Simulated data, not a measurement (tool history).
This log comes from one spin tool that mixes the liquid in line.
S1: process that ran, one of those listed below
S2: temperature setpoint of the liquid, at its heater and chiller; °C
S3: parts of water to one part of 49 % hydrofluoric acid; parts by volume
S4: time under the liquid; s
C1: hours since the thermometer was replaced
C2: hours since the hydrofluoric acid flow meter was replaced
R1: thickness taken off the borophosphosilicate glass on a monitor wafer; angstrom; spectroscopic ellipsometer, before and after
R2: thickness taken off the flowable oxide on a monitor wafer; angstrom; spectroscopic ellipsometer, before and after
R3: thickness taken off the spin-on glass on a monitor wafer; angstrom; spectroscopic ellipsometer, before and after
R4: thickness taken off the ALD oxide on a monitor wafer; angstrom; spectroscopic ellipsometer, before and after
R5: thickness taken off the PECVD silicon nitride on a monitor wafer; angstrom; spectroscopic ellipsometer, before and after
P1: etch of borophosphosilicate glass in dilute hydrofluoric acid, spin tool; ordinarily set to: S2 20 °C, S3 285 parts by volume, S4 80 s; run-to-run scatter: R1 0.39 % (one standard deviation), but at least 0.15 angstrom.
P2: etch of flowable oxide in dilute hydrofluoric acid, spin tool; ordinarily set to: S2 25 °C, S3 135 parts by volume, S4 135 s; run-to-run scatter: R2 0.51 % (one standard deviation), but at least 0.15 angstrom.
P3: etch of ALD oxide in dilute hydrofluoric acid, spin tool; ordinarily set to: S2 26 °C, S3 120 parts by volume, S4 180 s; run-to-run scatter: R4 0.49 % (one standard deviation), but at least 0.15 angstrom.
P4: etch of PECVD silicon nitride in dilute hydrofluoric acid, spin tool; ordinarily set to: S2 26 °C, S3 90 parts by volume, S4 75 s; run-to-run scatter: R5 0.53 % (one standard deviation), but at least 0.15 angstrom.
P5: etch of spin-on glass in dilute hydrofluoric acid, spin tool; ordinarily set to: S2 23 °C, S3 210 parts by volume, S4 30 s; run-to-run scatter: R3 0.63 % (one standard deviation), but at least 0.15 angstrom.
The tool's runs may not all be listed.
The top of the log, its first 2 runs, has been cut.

Run 3, hour 12.5: S1 P2, S2 25 °C, S3 20 parts by volume, S4 135 s; C1 1247.2; C2 796.5. Result: R2 4164.3 angstrom.
Run 4, hour 15.8: S1 P5, S2 23 °C, S3 210 parts by volume, S4 30 s; C1 1250.5; C2 799.8. Result: R3 36.363 angstrom.
Run 5, hour 19.5: S1 P1, S2 20 °C, S3 285 parts by volume, S4 80 s; C1 1254.2; C2 803.5. Result: R1 86.903 angstrom.
Run 6, hour 22.9: S1 P5, S2 23 °C, S3 370 parts by volume, S4 30 s; C1 1257.6; C2 806.9. Result: R3 18.061 angstrom.
Run 7, hour 27.4: S1 P3, S2 26 °C, S3 120 parts by volume, S4 180 s; C1 1262.1; C2 811.4. Result: R4 292.38 angstrom.
Run 8, hour 30.7: S1 P1, S2 20 °C, S3 100 parts by volume, S4 80 s; C1 1265.4; C2 814.7. Result: R1 299.040 angstrom.
Run 9, hour 35.3: S1 P1, S2 20 °C, S3 285 parts by volume, S4 80 s; C1 1270.0; C2 819.3. Result: R1 87.145 angstrom.
Run 10, hour 38.4: S1 P1, S2 17 °C, S3 285 parts by volume, S4 80 s; C1 1273.1; C2 822.4. Result: R1 77.081 angstrom.
Run 11, hour 42.1: S1 P1, S2 27 °C, S3 285 parts by volume, S4 80 s; C1 1276.8; C2 826.1. Result: R1 111.130 angstrom.
Run 12, hour 44.6: S1 P1, S2 20 °C, S3 285 parts by volume, S4 80 s; C1 1279.3; C2 828.6. Result: R1 86.114 angstrom.
Run 13, hour 47.2: S1 P1, S2 20 °C, S3 140 parts by volume, S4 15 s; C1 1281.9; C2 831.2. Result: R1 37.892 angstrom.
Run 14, hour 51.1: S1 P2, S2 25 °C, S3 135 parts by volume, S4 270 s; C1 1285.8; C2 835.1. Result: R2 1066.6 angstrom.
Run 15, hour 53.9: S1 P1, S2 20 °C, S3 145 parts by volume, S4 115 s; C1 1288.6; C2 837.9. Result: R1 280.370 angstrom.
Run 16, hour 56.5: S1 P4, S2 26 °C, S3 135 parts by volume, S4 75 s; C1 1291.2; C2 840.5. Result: R5 35.518 angstrom.
Run 17, hour 58.9: S1 P4, S2 26 °C, S3 90 parts by volume, S4 145 s; C1 1293.6; C2 842.9. Result: R5 102.120 angstrom.
Run 18, hour 61.3: S1 P4, S2 26 °C, S3 90 parts by volume, S4 75 s; C1 1296.0; C2 845.3. Result: R5 53.382 angstrom.

Forecast run 19:
Run 19, hour 64.0: S1 P3, S2 26 °C, S3 190 parts by volume, S4 180 s; C1 1298.7; C2 848.0. Result: R4 ?.

{"run 19": {"R4": 169.75}}

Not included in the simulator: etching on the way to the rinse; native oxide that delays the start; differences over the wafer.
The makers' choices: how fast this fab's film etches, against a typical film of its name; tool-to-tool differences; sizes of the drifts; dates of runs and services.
